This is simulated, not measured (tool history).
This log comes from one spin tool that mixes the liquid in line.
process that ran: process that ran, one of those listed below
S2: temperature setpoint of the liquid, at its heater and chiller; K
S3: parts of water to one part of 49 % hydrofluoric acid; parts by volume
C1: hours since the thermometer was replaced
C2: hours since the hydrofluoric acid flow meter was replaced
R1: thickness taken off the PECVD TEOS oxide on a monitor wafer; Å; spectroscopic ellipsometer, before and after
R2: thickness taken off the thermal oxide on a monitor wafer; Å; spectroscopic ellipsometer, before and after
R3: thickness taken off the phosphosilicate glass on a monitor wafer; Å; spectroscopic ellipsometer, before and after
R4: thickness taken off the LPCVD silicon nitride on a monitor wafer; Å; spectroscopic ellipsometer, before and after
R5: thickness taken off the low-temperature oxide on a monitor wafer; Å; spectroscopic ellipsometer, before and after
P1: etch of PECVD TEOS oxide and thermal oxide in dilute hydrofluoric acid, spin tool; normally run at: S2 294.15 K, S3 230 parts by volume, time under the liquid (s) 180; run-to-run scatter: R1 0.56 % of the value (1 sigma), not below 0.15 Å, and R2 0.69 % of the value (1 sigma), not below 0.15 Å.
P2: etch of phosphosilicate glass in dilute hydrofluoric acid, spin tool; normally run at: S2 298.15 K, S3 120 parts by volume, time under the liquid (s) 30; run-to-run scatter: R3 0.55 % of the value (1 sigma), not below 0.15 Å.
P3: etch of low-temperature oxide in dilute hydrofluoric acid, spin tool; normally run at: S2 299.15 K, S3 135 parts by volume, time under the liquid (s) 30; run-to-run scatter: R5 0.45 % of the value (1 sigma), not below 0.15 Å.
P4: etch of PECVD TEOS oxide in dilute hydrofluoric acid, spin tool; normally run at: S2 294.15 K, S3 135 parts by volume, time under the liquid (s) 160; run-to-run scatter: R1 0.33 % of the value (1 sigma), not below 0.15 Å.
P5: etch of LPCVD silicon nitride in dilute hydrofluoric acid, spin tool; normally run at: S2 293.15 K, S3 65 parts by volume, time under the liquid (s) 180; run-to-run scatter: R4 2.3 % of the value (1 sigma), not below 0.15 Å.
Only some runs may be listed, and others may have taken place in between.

Run 1, day 0.233: process that ran P1, S2 294.15 K, S3 230 parts by volume, time under the liquid (s) 180; C1 364; C2 171.9. Result: R1 109.04 Å, R2 29.684 Å.
Run 2, day 0.504: process that ran P2, S2 298.15 K, S3 180 parts by volume, time under the liquid (s) 30; C1 370.5; C2 178.4. Result: R3 197.14 Å.
Run 3, day 0.792: process that ran P5, S2 293.15 K, S3 65 parts by volume, time under the liquid (s) 320; C1 377.4; C2 185.3. Result: R4 20.801 Å.
Run 4, day 1.046: process that ran P4, S2 294.15 K, S3 135 parts by volume, time under the liquid (s) 60; C1 383.5; C2 191.4. Result: R1 49.865 Å.
Run 5, day 1.267: process that ran P1, S2 294.15 K, S3 230 parts by volume, time under the liquid (s) 180; C1 388.8; C2 196.7. Result: R1 109.26 Å, R2 29.531 Å.
Run 6, day 1.475: process that ran P4, S2 294.15 K, S3 135 parts by volume, time under the liquid (s) 160; C1 393.8; C2 201.7. Result: R1 132.37 Å.
Run 7, day 1.625: process that ran P2, S2 298.15 K, S3 120 parts by volume, time under the liquid (s) 65; C1 397.4; C2 205.3. Result: R3 692.76 Å.
Run 8, day 1.871: process that ran P4, S2 294.15 K, S3 45 parts by volume, time under the liquid (s) 160; C1 403.3; C2 211.2. Result: R1 443.08 Å.
Run 9, day 2.021: process that ran P1, S2 294.15 K, S3 230 parts by volume, time under the liquid (s) 180; C1 406.9; C2 214.8. Result: R1 108.54 Å, R2 29.96 Å.
Run 10, day 2.304: process that ran P4, S2 294.15 K, S3 135 parts by volume, time under the liquid (s) 160; C1 413.7; C2 221.6. Result: R1 133.28 Å.
Run 11, day 2.55: process that ran P4, S2 302.65 K, S3 135 parts by volume, time under the liquid (s) 160; C1 419.6; C2 227.5. Result: R1 184.32 Å.
Run 12, day 2.683: process that ran P1, S2 298.15 K, S3 125 parts by volume, time under the liquid (s) 180; C1 422.8; C2 230.7. Result: R1 259.81 Å, R2 71.694 Å.
Run 13, day 2.896: process that ran P1, S2 299.65 K, S3 230 parts by volume, time under the liquid (s) 180; C1 427.9; C2 235.8. Result: R1 132.7 Å, R2 36.346 Å.
Run 14, day 3.05: process that ran P1, S2 290.15 K, S3 230 parts by volume, time under the liquid (s) 180; C1 431.6; C2 239.5. Result: R1 93.585 Å, R2 25.247 Å.
Run 15, day 3.229: process that ran P3, S2 299.15 K, S3 245 parts by volume, time under the liquid (s) 30; C1 435.9; C2 243.8. Result: R5 23.558 Å.
Run 16, day 3.4: process that ran P3, S2 299.15 K, S3 135 parts by volume, time under the liquid (s) 30; C1 440; C2 247.9. Result: R5 47.92 Å.
Run 17, day 3.688: process that ran P1, S2 294.15 K, S3 230 parts by volume, time under the liquid (s) 180; C1 446.9; C2 254.8. Result: R1 109.06 Å, R2 29.308 Å.
Run 18, day 3.875: process that ran P1, S2 294.15 K, S3 230 parts by volume, time under the liquid (s) 305; C1 451.4; C2 259.3. Result: R1 186.48 Å, R2 50.008 Å.
Run 19, day 4.071: process that ran P1, S2 294.15 K, S3 230 parts by volume, time under the liquid (s) 180; C1 456.1; C2 264. Result: R1 109.01 Å, R2 29.29 Å.
Run 20, day 4.246: process that ran P1, S2 294.15 K, S3 230 parts by volume, time under the liquid (s) 55; C1 460.3; C2 268.2. Result: R1 33.443 Å, R2 9.0587 Å.
Run 21, day 4.408: process that ran P5, S2 293.15 K, S3 65 parts by volume, time under the liquid (s) 180; C1 464.2; C2 272.1. Result: R4 11.869 Å.
Run 22, day 4.546: process that ran P2, S2 306.15 K, S3 120 parts by volume, time under the liquid (s) 30; C1 467.5; C2 275.4. Result: R3 427.63 Å.
Run 23, day 4.833: process that ran P3, S2 299.15 K, S3 135 parts by volume, time under the liquid (s) 30; C1 474.4; C2 282.3. Result: R5 48.242 Å.
Run 24, day 5.075: process that ran P1, S2 294.15 K, S3 230 parts by volume, time under the liquid (s) 180; C1 480.2; C2 288.1. Result: R1 109.18 Å, R2 29.814 Å.
Run 25, day 5.258: process that ran P5, S2 293.15 K, S3 105 parts by volume, time under the liquid (s) 180; C1 484.6; C2 292.5. Result: R4 7.2567 Å.
Run 26, day 5.471: process that ran P2, S2 298.15 K, S3 120 parts by volume, time under the liquid (s) 30; C1 489.7; C2 297.6. Result: R3 317.9 Å.
Run 27, day 5.662: process that ran P1, S2 294.15 K, S3 230 parts by volume, time under the liquid (s) 180; C1 494.3; C2 302.2. Result: R1 109.01 Å, R2 29.652 Å.
Run 28, day 5.875: process that ran P1, S2 294.15 K, S3 355 parts by volume, time under the liquid (s) 180; C1 499.4; C2 307.3. Result: R1 62.564 Å, R2 17.295 Å.
Run 29, day 6.125: process that ran P3, S2 299.15 K, S3 135 parts by volume, time under the liquid (s) 45; C1 505.4; C2 313.3. Result: R5 71.81 Å.
Run 30, day 6.367: process that ran P1, S2 294.15 K, S3 90 parts by volume, time under the liquid (s) 180; C1 511.2; C2 319.1. Result: R1 321.51 Å, R2 88.085 Å.
Run 31, day 6.538: process that ran P1, S2 301.15 K, S3 145 parts by volume, time under the liquid (s) 180; C1 515.3; C2 323.2. Result: R1 247.26 Å, R2 67.302 Å.
Run 32, day 6.767: process that ran P3, S2 304.65 K, S3 135 parts by volume, time under the liquid (s) 30; C1 520.8; C2 328.7. Result: R5 59.923 Å.
Run 33, day 6.904: process that ran P5, S2 300.15 K, S3 65 parts by volume, time under the liquid (s) 180; C1 524.1; C2 332. Result: R4 18.416 Å.
Run 34, day 7.038: process that ran P1, S2 298.65 K, S3 320 parts by volume, time under the liquid (s) 180; C1 527.3; C2 335.2. Result: R1 84.855 Å, R2 23.197 Å.
Run 35, day 7.271: process that ran P5, S2 293.15 K, S3 65 parts by volume, time under the liquid (s) 180; C1 532.9; C2 340.8. Result: R4 11.119 Å.
Run 36, day 7.483: process that ran P1, S2 294.15 K, S3 230 parts by volume, time under the liquid (s) 180; C1 538; C2 345.9. Result: R1 109.98 Å, R2 29.506 Å.
Run 37, day 7.767: process that ran P1, S2 294.15 K, S3 230 parts by volume, time under the liquid (s) 180; C1 544.8; C2 352.7. Result: R1 112.5 Å, R2 30.523 Å.
Run 38, day 7.938: process that ran P1, S2 294.15 K, S3 230 parts by volume, time under the liquid (s) 180; C1 548.9; C2 356.8. Result: R1 113.84 Å, R2 30.561 Å.
Run 39, day 8.229: process that ran P1, S2 294.15 K, S3 230 parts by volume, time under the liquid (s) 180; C1 555.9; C2 363.8. Result: R1 115.94 Å, R2 31.397 Å.
Run 40, day 8.396: process that ran P1, S2 294.15 K, S3 230 parts by volume, time under the liquid (s) 180; C1 559.9; C2 367.8. Result: R1 118.04 Å, R2 31.858 Å.
Run 41, day 8.65: process that ran P1, S2 294.15 K, S3 230 parts by volume, time under the liquid (s) 180; C1 566; C2 373.9. Result: R1 118.29 Å, R2 32.565 Å.
Run 42, day 8.871: process that ran P1, S2 294.15 K, S3 230 parts by volume, time under the liquid (s) 180; C1 571.3; C2 379.2. Result: R1 118.91 Å, R2 32.141 Å.
Run 43, day 9.062: process that ran P1, S2 294.15 K, S3 230 parts by volume, time under the liquid (s) 180; C1 575.9; C2 383.8. Result: R1 118.32 Å, R2 32.17 Å.
Run 44, day 9.288: process that ran P1, S2 294.15 K, S3 230 parts by volume, time under the liquid (s) 180; C1 581.3; C2 389.2. Result: R1 118.06 Å, R2 32.019 Å.
Run 45, day 9.483: process that ran P1, S2 294.15 K, S3 230 parts by volume, time under the liquid (s) 180; C1 586; C2 393.9. Result: R1 117.78 Å, R2 32.19 Å.
Run 46, day 9.692: process that ran P1, S2 294.15 K, S3 230 parts by volume, time under the liquid (s) 180; C1 591; C2 398.9. Result: R1 118.81 Å, R2 32.574 Å.
Run 47, day 9.925: process that ran P1, S2 294.15 K, S3 230 parts by volume, time under the liquid (s) 180; C1 596.6; C2 404.5. Result: R1 118.62 Å, R2 32.258 Å.

The output of P1 has drifted from where it used to be. Each of the 2 causes below, taken at the size shown beside it, accounts for the log equally well:
A: hydrofluoric acid flow above the setpoint (%) = 7.26
B: liquid hotter than its thermometer reads (K) = 2.31
At approximately day 7.483, the process output began to creep.

Below are 4 check runs, each averaged over 5 wafers, with their results shown as question marks. Which of them would give clearly different results depending on which cause is behind the drift?
Run check 1, day 10.158: process that ran P5, S2 300.15 K, S3 65 parts by volume, time under the liquid (s) 315. Result: R4 ?.
Run check 2, day 10.158: process that ran P2, S2 304.15 K, S3 120 parts by volume, time under the liquid (s) 55. Result: R3 ?.
Run check 3, day 10.158: process that ran P4, S2 301.65 K, S3 135 parts by volume, time under the liquid (s) 160. Result: R1 ?.
Run check 4, day 10.158: process that ran P3, S2 299.15 K, S3 235 parts by volume, time under the liquid (s) 30. Result: R5 ?.

Outcome of each check run for each possible cause:
  check  result    if A    if B
check 1      R4  34.628  37.532
check 2      R3   791.6  793.06
check 3      R1  192.33  192.78
check 4      R5   26.98  26.791
Gap, in per cent, between the two causes that each check separates least, read from the result that separates them most: check 1 8.05 %; check 2 0.18 %; check 3 0.23 %; check 4 0.7 %
The causes can be told apart only by check 1. The other checks would give nearly the same results under each of them.

Check 1 was then run and gave: R4 38.035 Å. Which cause is it?

Of the candidate causes, it is B: liquid hotter than its thermometer reads (K).
